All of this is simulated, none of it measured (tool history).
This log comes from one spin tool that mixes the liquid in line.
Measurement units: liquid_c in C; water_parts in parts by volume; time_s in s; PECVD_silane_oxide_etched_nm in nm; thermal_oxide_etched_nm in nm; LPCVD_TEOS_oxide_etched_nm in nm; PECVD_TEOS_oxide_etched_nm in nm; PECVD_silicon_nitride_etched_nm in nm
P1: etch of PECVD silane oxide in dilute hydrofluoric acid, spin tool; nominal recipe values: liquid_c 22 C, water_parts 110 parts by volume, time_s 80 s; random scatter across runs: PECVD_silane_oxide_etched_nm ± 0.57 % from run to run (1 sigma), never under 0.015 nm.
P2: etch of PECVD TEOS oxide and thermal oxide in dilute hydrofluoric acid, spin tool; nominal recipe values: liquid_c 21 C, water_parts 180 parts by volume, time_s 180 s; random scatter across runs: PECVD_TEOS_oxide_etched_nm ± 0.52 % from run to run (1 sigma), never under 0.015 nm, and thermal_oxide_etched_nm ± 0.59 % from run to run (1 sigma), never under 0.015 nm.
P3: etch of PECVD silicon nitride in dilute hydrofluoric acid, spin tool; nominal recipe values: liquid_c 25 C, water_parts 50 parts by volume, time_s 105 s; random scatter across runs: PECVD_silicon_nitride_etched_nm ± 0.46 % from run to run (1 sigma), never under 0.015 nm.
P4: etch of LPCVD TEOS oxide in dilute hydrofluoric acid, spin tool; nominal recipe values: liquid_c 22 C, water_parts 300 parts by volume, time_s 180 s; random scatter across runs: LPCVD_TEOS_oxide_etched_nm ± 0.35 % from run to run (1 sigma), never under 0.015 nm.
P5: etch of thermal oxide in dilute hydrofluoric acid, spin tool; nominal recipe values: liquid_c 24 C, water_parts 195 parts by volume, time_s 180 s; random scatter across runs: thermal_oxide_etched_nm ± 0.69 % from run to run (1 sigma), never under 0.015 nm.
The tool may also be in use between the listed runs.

run   hour  process  liquid_c  water_parts  time_s  hours since the thermometer was replaced  hours since the hydrofluoric acid flow meter was replaced  PECVD_silane_oxide_etched_nm  thermal_oxide_etched_nm  LPCVD_TEOS_oxide_etched_nm  PECVD_TEOS_oxide_etched_nm  PECVD_silicon_nitride_etched_nm
  1    7.7       P1        22          110      80                                    1111.2                                                     1488.4                        11.308
  2   16.1       P1        22           30      15                                    1119.6                                                     1496.8                        8.6002
  3   22.5       P1        22          110      80                                      1126                                                     1503.2                        11.157
  4   33.1       P1        22          110      80                                    1136.6                                                     1513.8                        11.201
  5   45.5       P5        24          195     180                                      1149                                                     1526.2                                                 3.7588
  6     56       P4        22          300     180                                    1159.5                                                     1536.7                                                                             10.328
  7   67.2       P1        22          110      80                                    1170.7                                                     1547.9                        11.152
  8   80.8       P2        21          180     345                                    1184.3                                                     1561.5                                                 7.2568                                                  19.052
  9   87.3       P3        25           20     105                                    1190.8                                                       1568                                                                                                                                          18.323
 10   93.7       P1        22          110      80                                    1197.2                                                     1574.4                        11.131
 11  106.7       P2        17          180     180                                    1210.2                                                     1587.4                                                 3.2825                                                  8.5223
 12    114       P2        21          180     180                                    1217.5                                                     1594.7                                                 3.7803                                                  9.9087
 13  120.8       P1        29          110      35                                    1224.3                                                     1601.5                        6.4568
 14  129.4       P4        22          300     180                                    1232.9                                                     1610.1                                                                             10.269
 15  137.9       P1        22          110      15                                    1241.4                                                     1618.6                        2.0885
 16    145       P1        17          110      80                                    1248.5                                                     1625.7                        9.1394
 17  152.9       P4        22          300      15                                    1256.4                                                     1633.6                                                                            0.87016
 18  161.2       P2        21          180     180                                    1264.7                                                     1641.9                                                 3.8149                                                  9.9939
 19  171.5       P1        29          110      80                                      1275                                                     1652.2                        14.873
 20  178.9       P5        24          195     180                                    1282.4                                                     1659.6                                                 3.8106
 21  189.8       P4        22          115     180                                    1293.3                                                     1670.5                                                                             32.243
 22    201       P3        25           50     105                                    1304.5                                                     1681.7                                                                                                                                          7.6047
 23  207.2       P1        22          110     145                                    1310.7                                                     1687.9                        20.255
 24  213.8       P5        24           75     180                                    1317.3                                                     1694.5                                                 11.341
 25    221       P5        24          195      45                                    1324.5                                                     1701.7                                                0.93546
 26  230.4       P4        17          300     180                                    1333.9                                                     1711.1                                                                             8.5939
 27  242.5       P3        25           50     155                                      1346                                                     1723.2                                                                                                                                          11.179
 28    256       P1        22          155      80                                    1359.5                                                     1736.7                        7.5771
 29    267       P5      30.5          195     180                                    1370.5                                                     1747.7                                                 4.7967
 30  274.4       P3        20           50     105                                    1377.9                                                     1755.1                                                                                                                                          5.3688
 31  286.1       P2        21           50     180                                    1389.6                                                     1766.8                                                 15.688                                                  41.303
 32  294.4       P1        22           55      80                                    1397.9                                                     1775.1                        24.103
 33  303.4       P1        22          110      80                                    1406.9                                                     1784.1                        11.177
 34  313.1       P1        22          110      80                                    1416.6                                                     1793.8                        11.343
 35  325.4       P1        22          110      80                                    1428.9                                                     1806.1                        11.736
 36  332.3       P1        22          110      80                                    1435.8                                                       1813                        11.909
 37  342.1       P1        22          110      80                                    1445.6                                                     1822.8                        11.925
 38  353.9       P1        22          110      80                                    1457.4                                                     1834.6                         11.87

Run 39, settings as shown, results not yet in. Your forecast:
 39  365.7       P1        22          110      80                                    1469.2                                                     1846.4                             ?

{"run 39": {"PECVD_silane_oxide_etched_nm": 11.888}}
